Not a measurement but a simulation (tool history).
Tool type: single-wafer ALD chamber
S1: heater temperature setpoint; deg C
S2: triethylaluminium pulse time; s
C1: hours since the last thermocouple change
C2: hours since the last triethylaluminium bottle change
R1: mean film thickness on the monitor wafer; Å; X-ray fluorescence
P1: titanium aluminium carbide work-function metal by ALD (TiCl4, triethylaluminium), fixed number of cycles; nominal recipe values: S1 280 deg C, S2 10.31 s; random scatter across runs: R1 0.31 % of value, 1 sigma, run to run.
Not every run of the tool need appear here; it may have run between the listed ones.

run 1 hour=5.7 | S1=280 S2=10.31 | C1=914.9 C2=318.6 | R1=18.301
run 2 hour=11.3 | S1=280 S2=4.68 | C1=920.5 C2=324.2 | R1=15.035
run 3 hour=19.6 | S1=305 S2=10.31 | C1=928.8 C2=332.5 | R1=20.412
run 4 hour=23.9 | S1=291 S2=3.75 | C1=933.1 C2=336.8 | R1=14.314
run 5 hour=27.9 | S1=280 S2=10.31 | C1=937.1 C2=340.8 | R1=18.186
run 6 hour=36.8 | S1=280 S2=15.67 | C1=946.0 C2=349.7 | R1=18.615
run 7 hour=43.9 | S1=280 S2=10.31 | C1=953.1 C2=356.8 | R1=18.261
run 8 hour=50.0 | S1=262 S2=10.31 | C1=959.2 C2=362.9 | R1=16.746
run 9 hour=58.4 | S1=280 S2=10.31 | C1=967.6 C2=371.3 | R1=18.298
run 10 hour=66.4 | S1=280 S2=10.31 | C1=975.6 C2=379.3 | R1=18.347
run 11 hour=73.2 | S1=280 S2=10.31 | C1=982.4 C2=386.1 | R1=18.366
run 12 hour=81.9 | S1=267 S2=6.28 | C1=991.1 C2=394.8 | R1=15.629
run 13 hour=90.0 | S1=280 S2=10.31 | C1=999.2 C2=402.9 | R1=18.349
run 14 hour=93.9 | S1=280 S2=10.31 | C1=1003.1 C2=406.8 | R1=18.141
run 15 hour=99.1 | S1=280 S2=10.31 | C1=1008.3 C2=412.0 | R1=18.005
run 16 hour=103.4 | S1=280 S2=10.31 | C1=1012.6 C2=416.3 | R1=18.088
run 17 hour=110.2 | S1=280 S2=10.31 | C1=1019.4 C2=423.1 | R1=17.930
run 18 hour=117.3 | S1=280 S2=10.31 | C1=1026.5 C2=430.2 | R1=17.906
run 19 hour=122.6 | S1=280 S2=10.31 | C1=1031.8 C2=435.5 | R1=17.836
run 20 hour=128.6 | S1=280 S2=10.31 | C1=1037.8 C2=441.5 | R1=17.915
run 21 hour=134.3 | S1=280 S2=10.31 | C1=1043.5 C2=447.2 | R1=17.958
run 22 hour=139.7 | S1=280 S2=10.31 | C1=1048.9 C2=452.6 | R1=17.963
run 23 hour=143.7 | S1=280 S2=10.31 | C1=1052.9 C2=456.6 | R1=17.835

What P1 gives has crept away from where it was. These 2 causes fit the log equally well, each at the size given:
A: triethylaluminium dose below that of a fresh bottle (%) = 15.3
B: wafer temperature below the value expected at the setpoint (K) = 4.57
The drift started at roughly hour 90.0.

Below are 4 check runs, each on a single wafer, with their results shown as question marks. Which of them would tell the listed causes apart, meaning the causes would give clearly different results under it?
run check 1 hour=147.7 | S1=271 S2=10.31 | R1=?
run check 2 hour=147.7 | S1=302 S2=10.31 | R1=?
run check 3 hour=147.7 | S1=266 S2=10.31 | R1=?
run check 4 hour=147.7 | S1=280 S2=6.65 | R1=?

Predicted outcomes, by check and by cause:
check=check_1 result=R1 if_A=17.130 if_B=17.118
check=check_2 result=R1 if_A=19.732 if_B=19.764
check=check_3 result=R1 if_A=16.719 if_B=16.700
check=check_4 result=R1 if_A=16.107 if_B=16.545
Minimum pairwise separation of causes per check, each pair taken at its best-separating result: check 1 0.07 %; check 2 0.16 %; check 3 0.11 %; check 4 2.68 %
The other checks would show nearly matching results whichever cause is true, so check 4 is the only one that separates the causes.

The results of check 4 are: R1 16.467 Å. Based on these, which of the listed causes is it?

It is B: wafer temperature below the value expected at the setpoint (K).
